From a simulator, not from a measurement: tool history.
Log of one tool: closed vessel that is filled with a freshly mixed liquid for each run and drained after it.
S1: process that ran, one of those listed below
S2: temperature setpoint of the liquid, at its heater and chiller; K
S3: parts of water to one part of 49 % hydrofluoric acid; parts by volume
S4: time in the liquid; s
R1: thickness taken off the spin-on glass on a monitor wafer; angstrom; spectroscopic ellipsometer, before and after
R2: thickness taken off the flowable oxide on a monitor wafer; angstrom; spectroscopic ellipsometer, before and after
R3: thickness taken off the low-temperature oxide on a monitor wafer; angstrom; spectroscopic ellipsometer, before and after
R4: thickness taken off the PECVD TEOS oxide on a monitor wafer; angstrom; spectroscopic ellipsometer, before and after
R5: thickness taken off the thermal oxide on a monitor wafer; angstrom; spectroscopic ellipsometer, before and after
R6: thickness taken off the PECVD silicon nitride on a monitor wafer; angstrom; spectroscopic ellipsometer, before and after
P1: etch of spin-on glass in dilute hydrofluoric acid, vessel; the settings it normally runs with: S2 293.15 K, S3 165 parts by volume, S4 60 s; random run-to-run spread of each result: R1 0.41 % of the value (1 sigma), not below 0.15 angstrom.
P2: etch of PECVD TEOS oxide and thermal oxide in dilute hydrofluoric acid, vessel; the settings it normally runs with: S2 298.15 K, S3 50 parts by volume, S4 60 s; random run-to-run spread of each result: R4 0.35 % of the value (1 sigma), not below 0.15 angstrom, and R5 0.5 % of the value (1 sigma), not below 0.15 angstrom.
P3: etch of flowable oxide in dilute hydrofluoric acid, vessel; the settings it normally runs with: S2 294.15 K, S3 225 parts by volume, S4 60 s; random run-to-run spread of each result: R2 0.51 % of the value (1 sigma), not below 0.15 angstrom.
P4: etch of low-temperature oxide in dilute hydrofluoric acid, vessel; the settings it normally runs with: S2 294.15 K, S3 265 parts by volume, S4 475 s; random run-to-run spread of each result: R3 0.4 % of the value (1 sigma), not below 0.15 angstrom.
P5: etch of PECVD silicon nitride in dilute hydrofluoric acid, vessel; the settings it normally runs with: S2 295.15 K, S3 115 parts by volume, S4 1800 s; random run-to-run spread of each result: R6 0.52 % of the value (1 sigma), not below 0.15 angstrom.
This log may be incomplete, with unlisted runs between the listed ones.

| run | hour | S1 | S2 | S3 | S4 | R1 | R2 | R3 | R4 | R5 | R6 |
|---|---|---|---|---|---|---|---|---|---|---|---|
| 1 | 10.0 | P1 | 293.15 | 165 | 60 | 154.140 |  |  |  |  |  |
| 2 | 15.8 | P1 | 293.15 | 70 | 60 | 405.290 |  |  |  |  |  |
| 3 | 21.5 | P1 | 293.15 | 165 | 60 | 155.140 |  |  |  |  |  |
| 4 | 32.6 | P1 | 293.15 | 165 | 60 | 155.320 |  |  |  |  |  |
| 5 | 40.7 | P1 | 293.15 | 75 | 95 | 597.160 |  |  |  |  |  |
| 6 | 48.9 | P1 | 293.15 | 285 | 110 | 147.080 |  |  |  |  |  |
| 7 | 58.7 | P1 | 293.15 | 165 | 35 | 90.137 |  |  |  |  |  |
| 8 | 65.8 | P1 | 293.15 | 255 | 30 | 45.954 |  |  |  |  |  |
| 9 | 72.2 | P1 | 290.15 | 165 | 60 | 138.410 |  |  |  |  |  |
| 10 | 80.0 | P3 | 294.15 | 225 | 115 |  | 145.150 |  |  |  |  |
| 11 | 89.3 | P4 | 290.15 | 265 | 475 |  |  | 277.740 |  |  |  |
| 12 | 94.7 | P1 | 293.15 | 285 | 60 | 80.327 |  |  |  |  |  |
| 13 | 101.8 | P2 | 298.15 | 25 | 60 |  |  |  | 507.76 | 125.240 |  |
| 14 | 113.8 | P5 | 295.15 | 115 | 1800 |  |  |  |  |  | 318.730 |
| 15 | 121.4 | P3 | 294.15 | 225 | 60 |  | 75.581 |  |  |  |  |
| 16 | 129.4 | P5 | 295.15 | 210 | 1800 |  |  |  |  |  | 177.610 |
| 17 | 137.5 | P5 | 295.15 | 115 | 1800 |  |  |  |  |  | 322.580 |
| 18 | 148.4 | P4 | 294.15 | 265 | 475 |  |  | 322.130 |  |  |  |
| 19 | 157.3 | P1 | 293.15 | 165 | 85 | 221.540 |  |  |  |  |  |
| 20 | 163.9 | P2 | 298.15 | 50 | 30 |  |  |  | 123.54 | 30.259 |  |
| 21 | 170.9 | P3 | 294.15 | 385 | 60 |  | 38.353 |  |  |  |  |
| 22 | 180.4 | P4 | 294.15 | 265 | 95 |  |  | 65.305 |  |  |  |
| 23 | 188.5 | P2 | 304.15 | 50 | 60 |  |  |  | 312.28 | 77.352 |  |
| 24 | 198.3 | P5 | 295.15 | 115 | 190 |  |  |  |  |  | 33.719 |
|  | 199.5 | thermometer replaced |
| 25 | 204.5 | P5 | 301.15 | 115 | 1800 |  |  |  |  |  | 474.340 |
| 26 | 210.0 | P1 | 293.15 | 165 | 60 | 154.380 |  |  |  |  |  |
| 27 | 221.3 | P4 | 294.15 | 80 | 475 |  |  | 1302.400 |  |  |  |
| 28 | 227.5 | P3 | 294.15 | 225 | 60 |  | 76.337 |  |  |  |  |
| 29 | 233.7 | P1 | 299.15 | 165 | 60 | 194.700 |  |  |  |  |  |
| 30 | 241.9 | P1 | 293.15 | 165 | 60 | 155.010 |  |  |  |  |  |
| 31 | 253.6 | P2 | 298.15 | 50 | 60 |  |  |  | 246.67 | 61.084 |  |
| 32 | 263.0 | P3 | 290.15 | 225 | 60 |  | 64.864 |  |  |  |  |
| 33 | 272.3 | P1 | 293.15 | 165 | 60 | 155.100 |  |  |  |  |  |
| 34 | 282.2 | P1 | 293.15 | 165 | 60 | 159.410 |  |  |  |  |  |
| 35 | 294.3 | P1 | 293.15 | 165 | 60 | 164.780 |  |  |  |  |  |
| 36 | 305.7 | P1 | 293.15 | 165 | 60 | 164.740 |  |  |  |  |  |
| 37 | 311.8 | P1 | 293.15 | 165 | 60 | 166.350 |  |  |  |  |  |
| 38 | 318.1 | P1 | 293.15 | 165 | 60 | 166.020 |  |  |  |  |  |
| 39 | 323.7 | P1 | 293.15 | 165 | 60 | 166.280 |  |  |  |  |  |
| 40 | 335.2 | P1 | 293.15 | 165 | 60 | 167.240 |  |  |  |  |  |
| 41 | 344.2 | P1 | 293.15 | 165 | 60 | 166.780 |  |  |  |  |  |
| 42 | 353.7 | P1 | 293.15 | 165 | 60 | 168.190 |  |  |  |  |  |
| 43 | 360.9 | P1 | 293.15 | 165 | 60 | 168.190 |  |  |  |  |  |
| 44 | 370.4 | P1 | 293.15 | 165 | 60 | 168.590 |  |  |  |  |  |

P1 no longer gives what it gave before; its output has crept away from where it was. The following 2 causes, each at its listed size, fit the log equally well:
A: hydrofluoric acid flow above the setpoint (%) = 7.12
B: liquid hotter than its thermometer reads (K) = 2.06
The onset of the drift is placed at about hour 272.3.

4 check runs are offered, one wafer each, their results left as question marks. Which one tells the causes apart?
| check 1 | 379.9 | P2 | 301.15 | 50 | 60 |  |  |  | ? | ? |  |
| check 2 | 379.9 | P4 | 290.65 | 265 | 475 |  |  | ? |  |  |  |
| check 3 | 379.9 | P3 | 290.15 | 225 | 100 |  | ? |  |  |  |  |
| check 4 | 379.9 | P5 | 295.15 | 195 | 820 |  |  |  |  |  | ? |

Predicted outcomes, by check and by cause:
| check | result | if A | if B |
|---|---|---|---|
| check 1 | R4 | 299.82 | 302.19 |
| check 1 | R5 | 73.647 | 74.230 |
| check 2 | R3 | 307.930 | 306.020 |
| check 3 | R2 | 118.080 | 117.830 |
| check 4 | R6 | 93.420 | 99.619 |
Smallest distance between any two causes, each pair judged by its most separating result, in per cent: check 1 0.79 %; check 2 0.62 %; check 3 0.21 %; check 4 6.43 %
The causes can be told apart only by check 4. The other checks would give nearly the same results under each of them.

With check 4 done, the readings were: R6 93.919 angstrom. Identify which of the listed causes applies.

The cause is A: hydrofluoric acid flow above the setpoint (%).
